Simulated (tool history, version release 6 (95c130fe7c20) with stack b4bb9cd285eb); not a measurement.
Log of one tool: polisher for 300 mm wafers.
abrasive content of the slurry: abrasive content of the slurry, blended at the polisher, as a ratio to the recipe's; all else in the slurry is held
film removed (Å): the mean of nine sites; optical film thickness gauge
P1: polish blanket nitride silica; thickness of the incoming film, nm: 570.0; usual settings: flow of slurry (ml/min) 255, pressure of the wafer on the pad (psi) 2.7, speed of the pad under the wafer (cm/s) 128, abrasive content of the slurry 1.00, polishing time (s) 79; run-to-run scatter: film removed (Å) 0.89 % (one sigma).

run	hour	flow of slurry (ml/min)	pressure of the wafer on the pad (psi)	speed of the pad under the wafer (cm/s)	abrasive content of the slurry	polishing time (s)	wafers polished on this pad	hours since the slurry nozzle was cleaned	hours since the head pressure was calibrated	hours since the slurry blender was calibrated	hours since the conditioning disc was replaced	film removed (Å)
1	12.9	255	2.7	128	1.00	79	555	174.0	234.4	305.0	51.9	420.77
2	25.7	255	2.7	188	1.00	79	643	186.8	247.2	317.8	64.7	574.38
3	39.7	255	2.7	128	1.00	36	739	200.8	261.2	331.8	78.7	189.08
4	48.2	195	2.7	88	1.00	79	798	209.3	269.7	340.3	87.2	300.47
5	63.4	255	2.7	128	1.00	79	902	224.5	284.9	355.5	102.4	419.09
6	73.7	255	2.7	128	1.35	79	973	234.8	295.2	365.8	112.7	474.98
# hour 76.1: head pressure recalibrated
7	88.1	255	4.1	128	1.00	79	1072	249.2	12.0	380.2	127.1	630.54
8	101.6	155	2.7	128	1.00	79	1165	262.7	25.5	393.7	140.6	387.17
9	109.6	255	2.7	128	1.00	79	1220	270.7	33.5	401.7	148.6	412.57
10	121.4	255	2.7	58	1.00	79	1301	282.5	45.3	413.5	160.4	222.64
11	132.6	255	2.7	128	1.00	124	1378	293.7	56.5	424.7	171.6	660.82
12	149.5	350	2.7	128	1.00	79	1495	310.6	73.4	441.6	188.5	432.90
13	159.7	255	2.7	128	0.50	79	1565	320.8	83.6	451.8	198.7	287.16
14	176.0	255	1.3	128	1.00	79	1677	337.1	99.9	468.1	215.0	204.10
15	193.0	255	2.7	128	1.00	79	1794	354.1	116.9	485.1	232.0	421.60
16	211.2	255	2.7	128	1.00	79	1919	372.3	135.1	503.3	250.2	418.32
17	219.5	255	2.7	128	1.00	79	1976	380.6	143.4	511.6	258.5	403.09
18	233.4	255	2.7	128	1.00	79	2072	394.5	157.3	525.5	272.4	380.18
# hour 246.2: slurry nozzle cleaned
19	249.5	255	2.7	128	1.00	79	2183	3.3	173.4	541.6	288.5	369.85
# hour 252.1: conditioning disc replaced and pad reconditioned
# hour 264.2: head pressure recalibrated
20	266.0	255	2.7	128	1.00	79	2296	19.8	1.9	558.1	14.0	373.19
21	282.3	255	2.7	128	1.00	79	2409	36.1	18.2	574.4	30.3	371.49
22	292.1	255	2.7	128	1.00	79	2476	45.9	28.0	584.2	40.1	368.61

What P1 gives has crept away from where it was. These 2 causes fit the log equally well, each at the size given:
A: abrasive missing from the slurry, % = 23.9
B: removal rate lost through wear of the pad, % = 12.5
The creep began at about hour 211.2.
Why every other cause is out:
slurry flow missing at the pad, %: serviced at hour 246.2, which brought nothing back
head's pressure below its setpoint, %: serviced at hour 264.2, which brought nothing back
time polished since the conditioner stopped cutting, s: serviced at hour 252.1, which brought nothing back

4 check runs are offered, each on 5 wafers whose results are averaged, their results left as question marks. Which one tells the causes apart?
check 1	301.9	340	2.7	128	1.00	79						?
check 2	301.9	255	2.7	128	0.65	79						?
check 3	301.9	255	2.7	70	1.00	123						?
check 4	301.9	155	2.7	162	1.00	79						?

What each check would give under each cause:
check	result	if A	if B
check 1	film removed (Å)	375.68	375.64
check 2	film removed (Å)	285.59	293.98
check 3	film removed (Å)	351.58	351.55
check 4	film removed (Å)	413.54	413.50
How far apart the two closest causes lie, in the result that separates them most: check 1 0.01 %; check 2 2.9 %; check 3 0.01 %; check 4 0.01 %
Check 2 tells the causes apart: in the others they would give nearly the same result.

Check 2 was then run and gave: film removed (Å) 295.47. Which cause is it?

It is B: removal rate lost through wear of the pad, %.
